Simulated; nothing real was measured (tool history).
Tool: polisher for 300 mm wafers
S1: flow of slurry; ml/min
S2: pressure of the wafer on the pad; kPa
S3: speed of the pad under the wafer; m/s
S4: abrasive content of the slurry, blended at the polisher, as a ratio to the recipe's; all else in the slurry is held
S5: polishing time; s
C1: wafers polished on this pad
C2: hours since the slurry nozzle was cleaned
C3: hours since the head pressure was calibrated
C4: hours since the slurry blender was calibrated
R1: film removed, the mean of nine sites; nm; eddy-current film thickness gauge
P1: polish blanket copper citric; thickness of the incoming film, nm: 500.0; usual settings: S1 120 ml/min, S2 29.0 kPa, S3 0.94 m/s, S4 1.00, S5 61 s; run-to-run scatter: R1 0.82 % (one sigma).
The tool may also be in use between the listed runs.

run,hour,S1,S2,S3,S4,S5,C1,C2,C3,C4,R1
1,10.7,120,29.0,0.94,1.00,61,555,54.7,68.4,167.7,207.080
2,20.8,120,37.9,0.94,1.40,61,655,64.8,78.5,177.8,297.050
3,31.4,120,29.0,0.94,1.00,61,760,75.4,89.1,188.4,206.740
4,39.7,120,29.0,0.94,1.35,77,843,83.7,97.4,196.7,280.030
5,44.6,120,29.0,0.94,1.00,96,892,88.6,102.3,201.6,331.780
6,55.7,120,29.0,0.94,1.00,61,1002,99.7,113.4,212.7,206.890
7,61.4,120,43.4,0.94,1.00,61,1058,105.4,119.1,218.4,311.570
8,69.1,175,29.0,0.94,1.00,61,1135,113.1,126.8,226.1,219.820
9,74.1,120,13.1,0.94,1.00,61,1184,118.1,131.8,231.1,97.094
10,80.7,120,29.0,0.94,1.00,61,1250,124.7,138.4,237.7,208.120
11,88.7,120,29.0,0.94,1.00,61,1329,132.7,146.4,245.7,207.040
12,95.4,120,29.0,0.94,0.50,61,1396,139.4,153.1,252.4,178.710
13,104.8,120,29.0,0.68,1.00,61,1489,148.8,162.5,261.8,150.420
14,112.9,120,29.0,0.94,1.50,61,1570,156.9,170.6,269.9,227.560
15,123.5,120,29.0,0.94,1.00,61,1675,167.5,181.2,280.5,207.170
16,130.3,120,29.0,1.30,1.00,61,1742,174.3,188.0,287.3,284.200
17,136.1,120,29.0,0.94,1.00,61,1800,180.1,193.8,293.1,209.060
18,142.9,80,29.0,0.94,1.00,61,1868,186.9,200.6,299.9,186.630
19,150.0,120,29.0,0.94,1.00,37,1938,194.0,207.7,307.0,124.390
20,159.9,120,29.0,0.94,1.00,61,2036,203.9,217.6,316.9,209.050
21,166.8,120,29.0,0.94,1.00,61,2105,210.8,224.5,323.8,201.110
22,172.4,120,29.0,0.94,1.00,61,2160,216.4,230.1,329.4,194.740
23,181.6,120,29.0,0.94,1.00,61,2252,225.6,239.3,338.6,191.890
# hour 191.6: slurry blender recalibrated
24,191.6,120,29.0,0.94,1.00,61,2351,235.6,249.3,0.0,185.880
# hour 191.9: worn pad replaced by a new one
25,202.8,120,29.0,0.94,1.00,61,108,246.8,260.5,11.2,187.990
26,209.8,120,29.0,0.94,1.00,61,177,253.8,267.5,18.2,185.960
27,216.4,120,29.0,0.94,1.00,61,243,260.4,274.1,24.8,185.050

What P1 gives has crept away from where it was. These 2 causes fit the log equally well, each at the size given:
A: slurry flow missing at the pad, % = 34.7
B: head's pressure below its setpoint, % = 10.6
The creep began at about hour 159.9.
Why every other cause is out:
removal rate lost through wear of the pad, %: serviced at hour 191.9, which brought nothing back
abrasive missing from the slurry, %: serviced at hour 191.6, which brought nothing back

4 check runs are offered, each on 5 wafers whose results are averaged, their results left as question marks. Which one tells the causes apart?
check 1,223.0,120,37.2,1.26,1.00,61,,,,,?
check 2,223.0,120,29.0,0.94,0.65,61,,,,,?
check 3,223.0,160,29.0,1.24,1.00,61,,,,,?
check 4,223.0,120,39.3,0.94,1.00,92,,,,,?

What each check would give under each cause:
check,result,if A,if B
check 1,R1,317.960,317.540
check 2,R1,169.940,169.870
check 3,R1,264.060,257.360
check 4,R1,378.730,378.350
How far apart the two closest causes lie, in the result that separates them most: check 1 0.13 %; check 2 0.04 %; check 3 2.57 %; check 4 0.1 %
Only check 3 tells the causes apart: in the others they would give nearly the same result.

Then check 3 was run and gave: R1 264.130 nm. Which cause is it?

It is A: slurry flow missing at the pad, %.
